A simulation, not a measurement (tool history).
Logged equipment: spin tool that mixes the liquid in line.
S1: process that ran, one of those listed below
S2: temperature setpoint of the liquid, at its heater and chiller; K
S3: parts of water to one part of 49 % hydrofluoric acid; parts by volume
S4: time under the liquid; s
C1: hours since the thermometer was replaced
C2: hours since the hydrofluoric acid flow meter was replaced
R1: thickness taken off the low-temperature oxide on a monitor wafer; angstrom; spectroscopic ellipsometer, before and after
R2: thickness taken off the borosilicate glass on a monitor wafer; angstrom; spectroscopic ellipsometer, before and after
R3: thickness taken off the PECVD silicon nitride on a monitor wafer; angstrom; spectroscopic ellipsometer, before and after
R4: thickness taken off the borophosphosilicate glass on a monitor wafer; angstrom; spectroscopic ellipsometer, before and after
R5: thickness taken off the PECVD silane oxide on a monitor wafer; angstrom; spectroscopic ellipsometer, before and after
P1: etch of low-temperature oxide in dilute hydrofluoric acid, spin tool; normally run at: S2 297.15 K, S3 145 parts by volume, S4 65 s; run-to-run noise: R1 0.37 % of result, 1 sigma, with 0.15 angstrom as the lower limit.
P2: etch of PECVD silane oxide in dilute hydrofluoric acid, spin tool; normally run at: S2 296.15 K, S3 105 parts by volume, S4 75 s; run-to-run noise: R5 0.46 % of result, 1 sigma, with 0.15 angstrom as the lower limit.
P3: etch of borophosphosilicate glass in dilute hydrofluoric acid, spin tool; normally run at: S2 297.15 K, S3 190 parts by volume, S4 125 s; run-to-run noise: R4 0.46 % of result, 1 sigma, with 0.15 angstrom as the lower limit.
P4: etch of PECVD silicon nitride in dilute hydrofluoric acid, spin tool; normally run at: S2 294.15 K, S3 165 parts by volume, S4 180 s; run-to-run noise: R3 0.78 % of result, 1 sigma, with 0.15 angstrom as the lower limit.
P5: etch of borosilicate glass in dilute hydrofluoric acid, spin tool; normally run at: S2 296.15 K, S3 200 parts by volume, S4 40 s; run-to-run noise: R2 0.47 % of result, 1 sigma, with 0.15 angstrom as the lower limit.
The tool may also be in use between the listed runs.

Run 1, day 0.542: S1 P1, S2 297.15 K, S3 145 parts by volume, S4 65 s; C1 182.6; C2 526. Result: R1 145.13 angstrom.
Run 2, day 1.15: S1 P5, S2 296.15 K, S3 200 parts by volume, S4 40 s; C1 197.2; C2 540.6. Result: R2 59.51 angstrom.
Run 3, day 1.617: S1 P5, S2 296.15 K, S3 295 parts by volume, S4 40 s; C1 208.4; C2 551.8. Result: R2 36.326 angstrom.
Run 4, day 1.992: S1 P4, S2 297.65 K, S3 165 parts by volume, S4 180 s; C1 217.4; C2 560.8. Result: R3 45.507 angstrom.
Run 5, day 2.421: S1 P1, S2 297.15 K, S3 145 parts by volume, S4 65 s; C1 227.7; C2 571.1. Result: R1 145.1 angstrom.
Run 6, day 3.146: S1 P3, S2 297.15 K, S3 190 parts by volume, S4 125 s; C1 245.1; C2 588.5. Result: R4 181.17 angstrom.
Run 7, day 3.908: S1 P4, S2 294.15 K, S3 165 parts by volume, S4 180 s; C1 263.4; C2 606.8. Result: R3 36.645 angstrom.
Run 8, day 4.458: S1 P1, S2 297.15 K, S3 145 parts by volume, S4 65 s; C1 276.6; C2 620. Result: R1 146.42 angstrom.
Run 9, day 4.904: S1 P4, S2 294.15 K, S3 165 parts by volume, S4 180 s; C1 287.3; C2 630.7. Result: R3 36.92 angstrom.
Run 10, day 5.579: S1 P1, S2 297.15 K, S3 195 parts by volume, S4 20 s; C1 303.5; C2 646.9. Result: R1 31.335 angstrom.
Run 11, day 6.246: S1 P1, S2 291.15 K, S3 145 parts by volume, S4 65 s; C1 319.5; C2 662.9. Result: R1 115.71 angstrom.
Run 12, day 6.904: S1 P1, S2 301.65 K, S3 145 parts by volume, S4 65 s; C1 335.3; C2 678.7. Result: R1 172.28 angstrom.
Run 13, day 7.354: S1 P4, S2 294.15 K, S3 165 parts by volume, S4 310 s; C1 346.1; C2 689.5. Result: R3 63.081 angstrom.
Run 14, day 7.754: S1 P4, S2 294.15 K, S3 40 parts by volume, S4 180 s; C1 355.7; C2 699.1. Result: R3 148.12 angstrom.
Run 15, day 8.183: S1 P2, S2 296.15 K, S3 170 parts by volume, S4 75 s; C1 366; C2 709.4. Result: R5 150.91 angstrom.
Run 16, day 8.65: S1 P5, S2 290.15 K, S3 200 parts by volume, S4 40 s; C1 377.2; C2 720.6. Result: R2 46.506 angstrom.
Run 17, day 9.346: S1 P1, S2 297.15 K, S3 145 parts by volume, S4 115 s; C1 393.9; C2 737.3. Result: R1 258.45 angstrom.
Run 18, day 9.717: S1 P2, S2 299.65 K, S3 105 parts by volume, S4 75 s; C1 402.8; C2 746.2. Result: R5 299.46 angstrom.
Run 19, day 10.383: S1 P2, S2 296.15 K, S3 105 parts by volume, S4 75 s; C1 418.8; C2 762.2. Result: R5 260.64 angstrom.
Run 20, day 10.996: S1 P5, S2 296.15 K, S3 200 parts by volume, S4 15 s; C1 433.5; C2 776.9. Result: R2 22.172 angstrom.
Run 21, day 11.592: S1 P1, S2 297.15 K, S3 145 parts by volume, S4 65 s; C1 447.8; C2 791.2. Result: R1 145.43 angstrom.
Run 22, day 12.304: S1 P1, S2 297.15 K, S3 90 parts by volume, S4 65 s; C1 464.9; C2 808.3. Result: R1 251.88 angstrom.
Run 23, day 12.825: S1 P1, S2 297.15 K, S3 260 parts by volume, S4 65 s; C1 477.4; C2 820.8. Result: R1 72.103 angstrom.
Run 24, day 13.512: S1 P3, S2 290.15 K, S3 190 parts by volume, S4 125 s; C1 493.9; C2 837.3. Result: R4 136.38 angstrom.
Run 25, day 14.121: S1 P1, S2 297.15 K, S3 145 parts by volume, S4 15 s; C1 508.5; C2 851.9. Result: R1 33.459 angstrom.
Run 26, day 14.562: S1 P3, S2 297.15 K, S3 95 parts by volume, S4 125 s; C1 519.1; C2 862.5. Result: R4 400.6 angstrom.
Run 27, day 15.175: S1 P2, S2 296.15 K, S3 105 parts by volume, S4 120 s; C1 533.8; C2 877.2. Result: R5 415.93 angstrom.
Run 28, day 15.729: S1 P3, S2 297.15 K, S3 190 parts by volume, S4 215 s; C1 547.1; C2 890.5. Result: R4 308.03 angstrom.
Run 29, day 16.5: S1 P1, S2 297.15 K, S3 145 parts by volume, S4 65 s; C1 565.6; C2 909. Result: R1 146.33 angstrom.
Run 30, day 16.925: S1 P1, S2 297.15 K, S3 145 parts by volume, S4 65 s; C1 575.8; C2 919.2. Result: R1 148.76 angstrom.

Predict the results of run 31:
Run 31, day 17.617: S1 P1, S2 297.15 K, S3 145 parts by volume, S4 65 s; C1 592.4; C2 935.8. Result: R1 ?.

{"run 31": {"R1": 152.74}}
